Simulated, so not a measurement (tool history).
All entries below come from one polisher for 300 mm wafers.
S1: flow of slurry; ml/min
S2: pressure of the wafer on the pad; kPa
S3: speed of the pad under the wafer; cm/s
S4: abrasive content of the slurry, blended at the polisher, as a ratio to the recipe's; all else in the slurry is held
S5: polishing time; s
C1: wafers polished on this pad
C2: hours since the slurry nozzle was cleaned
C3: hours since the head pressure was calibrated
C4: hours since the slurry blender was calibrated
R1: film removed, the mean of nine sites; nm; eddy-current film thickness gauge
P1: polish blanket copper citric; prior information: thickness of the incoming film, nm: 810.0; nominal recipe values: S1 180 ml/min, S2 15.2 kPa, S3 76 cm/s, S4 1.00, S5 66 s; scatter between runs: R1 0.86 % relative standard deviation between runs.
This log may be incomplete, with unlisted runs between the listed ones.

{"run": 1, "hour": 16.0, "S1": 180, "S2": 15.2, "S3": 76, "S4": 1.0, "S5": 66, "C1": 467, "C2": 180.2, "C3": 481.3, "C4": 95.8, "R1": 78.184}
{"run": 2, "hour": 26.5, "S1": 180, "S2": 15.2, "S3": 40, "S4": 1.0, "S5": 66, "C1": 596, "C2": 190.7, "C3": 491.8, "C4": 106.3, "R1": 43.039}
{"run": 3, "hour": 44.2, "S1": 180, "S2": 15.2, "S3": 76, "S4": 1.0, "S5": 66, "C1": 814, "C2": 208.4, "C3": 509.5, "C4": 124.0, "R1": 78.779}
{"run": 4, "hour": 60.9, "S1": 180, "S2": 15.2, "S3": 76, "S4": 1.0, "S5": 66, "C1": 1020, "C2": 225.1, "C3": 526.2, "C4": 140.7, "R1": 78.563}
{"run": 5, "hour": 69.6, "S1": 235, "S2": 15.2, "S3": 76, "S4": 1.0, "S5": 66, "C1": 1127, "C2": 233.8, "C3": 534.9, "C4": 149.4, "R1": 81.434}
{"run": 6, "hour": 87.8, "S1": 180, "S2": 9.0, "S3": 76, "S4": 1.0, "S5": 66, "C1": 1351, "C2": 252.0, "C3": 553.1, "C4": 167.6, "R1": 48.665}
{"run": 7, "hour": 104.7, "S1": 180, "S2": 15.2, "S3": 76, "S4": 1.0, "S5": 87, "C1": 1559, "C2": 268.9, "C3": 570.0, "C4": 184.5, "R1": 105.45}
{"run": 8, "hour": 113.1, "S1": 180, "S2": 15.2, "S3": 76, "S4": 1.0, "S5": 34, "C1": 1663, "C2": 277.3, "C3": 578.4, "C4": 192.9, "R1": 39.963}
{"run": 9, "hour": 122.7, "S1": 110, "S2": 15.2, "S3": 76, "S4": 1.0, "S5": 66, "C1": 1781, "C2": 286.9, "C3": 588.0, "C4": 202.5, "R1": 72.927}
{"run": 10, "hour": 138.6, "S1": 180, "S2": 23.4, "S3": 76, "S4": 1.0, "S5": 66, "C1": 1977, "C2": 302.8, "C3": 603.9, "C4": 218.4, "R1": 121.0}
{"run": 11, "hour": 156.3, "S1": 180, "S2": 15.2, "S3": 76, "S4": 1.0, "S5": 66, "C1": 2195, "C2": 320.5, "C3": 621.6, "C4": 236.1, "R1": 79.571}
{"run": 12, "hour": 173.0, "S1": 180, "S2": 15.2, "S3": 76, "S4": 1.45, "S5": 66, "C1": 2401, "C2": 337.2, "C3": 638.3, "C4": 252.8, "R1": 84.432}
{"run": 13, "hour": 189.0, "S1": 180, "S2": 15.2, "S3": 76, "S4": 0.55, "S5": 66, "C1": 2598, "C2": 353.2, "C3": 654.3, "C4": 268.8, "R1": 70.007}
{"run": 14, "hour": 202.9, "S1": 180, "S2": 15.2, "S3": 76, "S4": 1.0, "S5": 66, "C1": 2769, "C2": 367.1, "C3": 668.2, "C4": 282.7, "R1": 79.958}
{"run": 15, "hour": 215.5, "S1": 180, "S2": 15.2, "S3": 76, "S4": 1.25, "S5": 85, "C1": 2924, "C2": 379.7, "C3": 680.8, "C4": 295.3, "R1": 105.74}
{"run": 16, "hour": 225.9, "S1": 180, "S2": 15.2, "S3": 76, "S4": 1.0, "S5": 66, "C1": 3052, "C2": 390.1, "C3": 691.2, "C4": 305.7, "R1": 80.118}
{"run": 17, "hour": 237.2, "S1": 180, "S2": 15.2, "S3": 96, "S4": 1.0, "S5": 66, "C1": 3191, "C2": 401.4, "C3": 702.5, "C4": 317.0, "R1": 98.788}
{"run": 18, "hour": 252.2, "S1": 180, "S2": 15.2, "S3": 76, "S4": 1.0, "S5": 66, "C1": 3376, "C2": 416.4, "C3": 717.5, "C4": 332.0, "R1": 79.162}
{"run": 19, "hour": 270.6, "S1": 180, "S2": 15.2, "S3": 76, "S4": 1.0, "S5": 66, "C1": 3603, "C2": 434.8, "C3": 735.9, "C4": 350.4, "R1": 76.391}
{"run": 20, "hour": 281.9, "S1": 180, "S2": 15.2, "S3": 76, "S4": 1.0, "S5": 66, "C1": 3742, "C2": 446.1, "C3": 747.2, "C4": 361.7, "R1": 74.508}
{"run": 21, "hour": 299.7, "S1": 180, "S2": 15.2, "S3": 76, "S4": 1.0, "S5": 66, "C1": 3961, "C2": 463.9, "C3": 765.0, "C4": 379.5, "R1": 74.233}
{"run": 22, "hour": 312.6, "S1": 180, "S2": 15.2, "S3": 76, "S4": 1.0, "S5": 66, "C1": 4120, "C2": 476.8, "C3": 777.9, "C4": 392.4, "R1": 72.767}
{"hour": 313.7, "done": "head pressure recalibrated"}
{"hour": 314.4, "done": "worn pad replaced by a new one"}
{"run": 23, "hour": 327.2, "S1": 180, "S2": 15.2, "S3": 76, "S4": 1.0, "S5": 66, "C1": 158, "C2": 491.4, "C3": 13.5, "C4": 407.0, "R1": 74.359}
{"run": 24, "hour": 337.8, "S1": 180, "S2": 15.2, "S3": 76, "S4": 1.0, "S5": 66, "C1": 288, "C2": 502.0, "C3": 24.1, "C4": 417.6, "R1": 72.617}
{"run": 25, "hour": 347.8, "S1": 180, "S2": 15.2, "S3": 76, "S4": 1.0, "S5": 66, "C1": 411, "C2": 512.0, "C3": 34.1, "C4": 427.6, "R1": 72.229}

Something has made what P1 gives creep away from where it was; the 2 causes below, each at its own stated size, fit the log equally well:
A: abrasive missing from the slurry, % = 31.1
B: slurry flow missing at the pad, % = 35.4
At approximately hour 252.2, the process output began to creep.
Excluded causes, each with its reason:
removal rate lost through wear of the pad, %: maintenance at hour 314.4, after the shift began, did not return the process to its former output
head's pressure below its setpoint, %: maintenance at hour 313.7, after the shift began, did not return the process to its former output

The list below offers 4 check runs, each averaging the results of 3 wafers, and shows each result as a question mark. For which of them would the listed causes give clearly different results?
{"run": "check 1", "hour": 357.8, "S1": 180, "S2": 22.8, "S3": 76, "S4": 0.75, "S5": 66, "R1": "?"}
{"run": "check 2", "hour": 357.8, "S1": 180, "S2": 19.3, "S3": 76, "S4": 0.8, "S5": 66, "R1": "?"}
{"run": "check 3", "hour": 357.8, "S1": 115, "S2": 15.2, "S3": 50, "S4": 1.0, "S5": 66, "R1": "?"}
{"run": "check 4", "hour": 357.8, "S1": 180, "S2": 20.7, "S3": 76, "S4": 1.0, "S5": 66, "R1": "?"}

What every check run would give for each of its results, assuming each possible cause in turn:
check=check_1 result=R1 if_A=102.140 if_B=101.860
check=check_2 result=R1 if_A=88.223 if_B=88.040
check=check_3 result=R1 if_A=45.402 if_B=43.693
check=check_4 result=R1 if_A=98.654 if_B=98.664
Per-check spread between the two closest causes, in the result where they differ most: check 1 0.27 %; check 2 0.21 %; check 3 3.84 %; check 4 0.01 %
Only check 3 tells the causes apart: in the others they would give nearly the same result.

Check 3 was then run and gave: R1 43.475 nm. Which cause is it?

The cause is B: slurry flow missing at the pad, %.
